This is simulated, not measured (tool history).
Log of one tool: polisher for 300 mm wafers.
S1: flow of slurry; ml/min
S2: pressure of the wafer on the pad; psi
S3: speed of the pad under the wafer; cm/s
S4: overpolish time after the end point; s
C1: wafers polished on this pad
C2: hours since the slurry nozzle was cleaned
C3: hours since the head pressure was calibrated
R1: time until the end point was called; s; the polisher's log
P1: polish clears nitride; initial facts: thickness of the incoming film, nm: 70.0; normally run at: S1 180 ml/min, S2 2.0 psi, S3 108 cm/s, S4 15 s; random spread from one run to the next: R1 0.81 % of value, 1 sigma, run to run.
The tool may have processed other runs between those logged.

run	hour	S1	S2	S3	S4	C1	C2	C3	R1
1	16.6	180	2.0	108	15	903	220.5	250.1	114.520
2	27.7	290	2.0	108	15	998	231.6	261.2	107.360
3	38.9	275	2.0	108	22	1094	242.8	272.4	106.510
4	55.3	115	2.0	144	15	1235	259.2	288.8	92.940
5	69.4	180	2.0	108	15	1356	273.3	302.9	113.290
6	84.9	180	2.0	108	15	1489	288.8	318.4	113.110
7	95.0	180	2.0	108	29	1576	298.9	328.5	113.140
8	112.4	130	1.1	108	15	1726	316.3	345.9	216.680
9	125.9	180	2.0	154	15	1842	329.8	359.4	80.727
10	137.0	180	2.0	108	15	1937	340.9	370.5	112.140
11	149.7	180	0.9	108	15	2046	353.6	383.2	251.700
12	162.9	180	2.0	48	15	2159	366.8	396.4	255.580
13	175.8	180	2.0	108	15	2270	379.7	409.3	112.630
# hour 179.9: head pressure recalibrated
14	189.5	180	2.0	108	15	2388	393.4	9.7	113.510
15	202.5	180	2.6	108	15	2499	406.4	22.7	87.742
16	214.4	115	2.0	108	15	2601	418.3	34.6	119.990
17	223.9	180	2.0	108	5	2683	427.8	44.1	114.050
18	232.2	180	2.0	108	15	2754	436.1	52.4	113.120
19	241.1	180	2.0	108	15	2831	445.0	61.3	114.200
20	249.7	180	2.0	108	15	2905	453.6	69.9	119.700
21	258.9	180	2.0	108	15	2984	462.8	79.1	120.770
22	272.6	180	2.0	108	15	3101	476.5	92.8	123.090
# hour 281.9: head pressure recalibrated
23	282.3	180	2.0	108	15	3185	486.2	0.5	122.400

The next listed run, before its measurement:
24	291.0	180	2.0	108	15	3259	494.9	9.2	?

{"run 24": {"R1": 124.88}}

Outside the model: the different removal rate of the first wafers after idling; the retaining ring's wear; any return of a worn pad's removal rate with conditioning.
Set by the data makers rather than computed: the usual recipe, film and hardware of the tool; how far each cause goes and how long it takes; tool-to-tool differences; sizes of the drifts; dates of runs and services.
